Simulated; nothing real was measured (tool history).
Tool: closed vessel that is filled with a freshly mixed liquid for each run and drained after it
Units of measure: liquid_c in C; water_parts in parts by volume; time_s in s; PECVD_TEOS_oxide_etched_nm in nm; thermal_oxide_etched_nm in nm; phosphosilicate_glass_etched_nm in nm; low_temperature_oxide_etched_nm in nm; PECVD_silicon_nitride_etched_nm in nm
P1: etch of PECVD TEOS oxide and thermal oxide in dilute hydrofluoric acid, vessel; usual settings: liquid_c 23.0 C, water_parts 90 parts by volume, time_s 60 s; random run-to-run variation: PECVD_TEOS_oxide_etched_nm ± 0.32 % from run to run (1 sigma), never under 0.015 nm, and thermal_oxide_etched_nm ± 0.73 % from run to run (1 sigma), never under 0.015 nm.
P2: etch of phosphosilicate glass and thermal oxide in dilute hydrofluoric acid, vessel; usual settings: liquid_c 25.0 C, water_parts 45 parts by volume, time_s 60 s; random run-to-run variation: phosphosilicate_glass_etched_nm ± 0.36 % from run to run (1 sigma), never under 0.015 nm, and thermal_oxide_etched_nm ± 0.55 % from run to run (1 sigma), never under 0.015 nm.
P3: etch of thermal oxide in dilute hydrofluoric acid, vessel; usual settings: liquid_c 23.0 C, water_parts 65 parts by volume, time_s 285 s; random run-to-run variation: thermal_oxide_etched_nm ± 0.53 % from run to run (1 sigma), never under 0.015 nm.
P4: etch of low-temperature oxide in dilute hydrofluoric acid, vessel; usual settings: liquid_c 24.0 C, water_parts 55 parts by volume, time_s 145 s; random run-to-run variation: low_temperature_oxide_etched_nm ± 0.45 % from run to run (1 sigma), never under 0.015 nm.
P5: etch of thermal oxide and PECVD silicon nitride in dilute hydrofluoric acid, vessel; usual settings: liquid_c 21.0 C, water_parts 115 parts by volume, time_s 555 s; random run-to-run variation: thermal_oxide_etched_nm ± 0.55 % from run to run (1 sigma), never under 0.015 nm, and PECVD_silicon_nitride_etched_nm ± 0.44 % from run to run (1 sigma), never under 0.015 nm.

| run | day | process | liquid_c | water_parts | time_s | hours since the thermometer was replaced | hours since the hydrofluoric acid flow meter was replaced | PECVD_TEOS_oxide_etched_nm | thermal_oxide_etched_nm | phosphosilicate_glass_etched_nm | low_temperature_oxide_etched_nm | PECVD_silicon_nitride_etched_nm |
|---|---|---|---|---|---|---|---|---|---|---|---|---|
| 1 | 0.688 | P1 | 23.0 | 90 | 60 | 615.9 | 573.4 | 7.1951 | 2.9528 |  |  |  |
| 2 | 1.267 | P2 | 33.0 | 45 | 60 | 629.8 | 587.3 |  | 9.2344 | 291.05 |  |  |
| 3 | 1.696 | P3 | 30.0 | 65 | 285 | 640.1 | 597.6 |  | 28.2030 |  |  |  |
| 4 | 2.225 | P4 | 24.0 | 30 | 145 | 652.8 | 610.3 |  |  |  | 107.720 |  |
| 5 | 2.579 | P4 | 19.5 | 55 | 145 | 661.3 | 618.8 |  |  |  | 46.616 |  |
| 6 | 3.167 | P1 | 17.5 | 90 | 60 | 675.4 | 632.9 | 5.7468 | 2.3230 |  |  |  |
| 7 | 3.550 | P2 | 25.0 | 30 | 60 | 684.6 | 642.1 |  | 10.2710 | 324.38 |  |  |
| 8 | 3.950 | P1 | 23.0 | 90 | 85 | 694.2 | 651.7 | 10.2370 | 4.1360 |  |  |  |
| 9 | 4.404 | P5 | 21.0 | 115 | 865 | 705.1 | 662.6 |  | 31.6390 |  |  | 13.7690 |
| 10 | 4.921 | P1 | 29.0 | 145 | 60 | 717.5 | 675.0 | 5.2454 | 2.1302 |  |  |  |
|  | 4.950 | hydrofluoric acid flow meter replaced |
| 11 | 5.471 | P1 | 23.0 | 40 | 60 | 730.7 | 12.5 | 17.2230 | 7.0660 |  |  |  |
| 12 | 5.804 | P3 | 23.0 | 65 | 135 | 738.7 | 20.5 |  | 10.0320 |  |  |  |
| 13 | 6.146 | P1 | 23.0 | 90 | 30 | 746.9 | 28.7 | 3.6017 | 1.4573 |  |  |  |
| 14 | 6.479 | P1 | 29.0 | 90 | 60 | 754.9 | 36.7 | 9.1037 | 3.7150 |  |  |  |
| 15 | 7.092 | P3 | 23.0 | 30 | 285 | 769.6 | 51.4 |  | 48.2860 |  |  |  |
| 16 | 7.558 | P1 | 23.0 | 90 | 60 | 780.8 | 62.6 | 7.2798 | 2.9740 |  |  |  |
| 17 | 8.200 | P5 | 28.0 | 115 | 555 | 796.2 | 78.0 |  | 26.8090 |  |  | 14.0870 |
| 18 | 8.588 | P1 | 23.0 | 125 | 60 | 805.5 | 87.3 | 4.9691 | 2.0000 |  |  |  |
| 19 | 9.300 | P3 | 23.0 | 65 | 285 | 822.6 | 104.4 |  | 21.2830 |  |  |  |
| 20 | 9.879 | P5 | 21.0 | 35 | 555 | 836.5 | 118.3 |  | 74.9470 |  |  | 28.3270 |
| 21 | 10.333 | P4 | 24.0 | 55 | 145 | 847.4 | 129.2 |  |  |  | 56.313 |  |
|  | 10.775 | thermometer replaced |
| 22 | 10.925 | P4 | 24.0 | 55 | 260 | 3.7 | 143.4 |  |  |  | 101.100 |  |
| 23 | 11.604 | P5 | 21.0 | 115 | 555 | 20.0 | 159.7 |  | 20.3110 |  |  | 8.9165 |
| 24 | 12.133 | P2 | 25.0 | 45 | 60 | 32.7 | 172.4 |  | 6.6663 | 212.30 |  |  |
| 25 | 12.829 | P1 | 23.0 | 90 | 60 | 49.4 | 189.1 | 7.2022 | 2.9247 |  |  |  |
| 26 | 13.421 | P1 | 23.0 | 90 | 60 | 63.6 | 203.3 | 7.2112 | 2.9297 |  |  |  |
| 27 | 13.758 | P1 | 23.0 | 90 | 60 | 71.7 | 211.4 | 7.1959 | 2.8778 |  |  |  |
| 28 | 14.404 | P2 | 25.0 | 45 | 95 | 87.2 | 226.9 |  | 10.5530 | 335.20 |  |  |
| 29 | 14.712 | P1 | 23.0 | 90 | 60 | 94.6 | 234.3 | 7.1838 | 2.9503 |  |  |  |
| 30 | 15.133 | P1 | 23.0 | 90 | 60 | 104.7 | 244.4 | 7.0181 | 2.8726 |  |  |  |
| 31 | 15.717 | P1 | 23.0 | 90 | 60 | 118.7 | 258.4 | 6.9351 | 2.7991 |  |  |  |
| 32 | 16.388 | P1 | 23.0 | 90 | 60 | 134.8 | 274.5 | 6.8184 | 2.7841 |  |  |  |
| 33 | 17.029 | P1 | 23.0 | 90 | 60 | 150.2 | 289.9 | 6.7303 | 2.7703 |  |  |  |
| 34 | 17.696 | P1 | 23.0 | 90 | 60 | 166.2 | 305.9 | 6.7140 | 2.7131 |  |  |  |
| 35 | 18.338 | P1 | 23.0 | 90 | 60 | 181.6 | 321.3 | 6.7285 | 2.7620 |  |  |  |
| 36 | 18.892 | P1 | 23.0 | 90 | 60 | 194.9 | 334.6 | 6.6772 | 2.7545 |  |  |  |

What P1 gives has crept off from where it sat before. The 2 causes that follow fit the log equally well, each at the size noted:
A: liquid colder than its thermometer reads (K) = 1.73
B: hydrofluoric acid flow below the setpoint (%) = 6.11
The gradual shift began around day 14.712.

4 check runs are offered, one wafer each, their results left as question marks. Which one tells the causes apart?
| check 1 | 19.446 | P3 | 23.0 | 65 | 285 |  |  |  | ? |  |  |  |
| check 2 | 19.446 | P5 | 21.0 | 115 | 555 |  |  |  | ? |  |  | ? |
| check 3 | 19.446 | P4 | 24.0 | 55 | 145 |  |  |  |  |  | ? |  |
| check 4 | 19.446 | P2 | 25.0 | 45 | 60 |  |  |  | ? | ? |  |  |

What every check run would give for each of its results, assuming each possible cause in turn:
| check | result | if A | if B |
|---|---|---|---|
| check 1 | thermal_oxide_etched_nm | 19.8400 | 19.9010 |
| check 2 | thermal_oxide_etched_nm | 19.0600 | 19.0400 |
| check 2 | PECVD_silicon_nitride_etched_nm | 7.9045 | 8.3539 |
| check 3 | low_temperature_oxide_etched_nm | 52.635 | 52.827 |
| check 4 | thermal_oxide_etched_nm | 6.2529 | 6.2801 |
| check 4 | phosphosilicate_glass_etched_nm | 197.97 | 198.83 |
Minimum pairwise separation of causes per check, each pair taken at its best-separating result: check 1 0.31 %; check 2 5.53 %; check 3 0.36 %; check 4 0.43 %
Only in check 2 would the causes give clearly different results; in the remaining checks their results would be nearly the same.

After running check 2, the following was obtained: thermal_oxide_etched_nm 19.0290 nm; PECVD_silicon_nitride_etched_nm 7.9623 nm. Which cause does this point to?

A is the cause: liquid colder than its thermometer reads (K).

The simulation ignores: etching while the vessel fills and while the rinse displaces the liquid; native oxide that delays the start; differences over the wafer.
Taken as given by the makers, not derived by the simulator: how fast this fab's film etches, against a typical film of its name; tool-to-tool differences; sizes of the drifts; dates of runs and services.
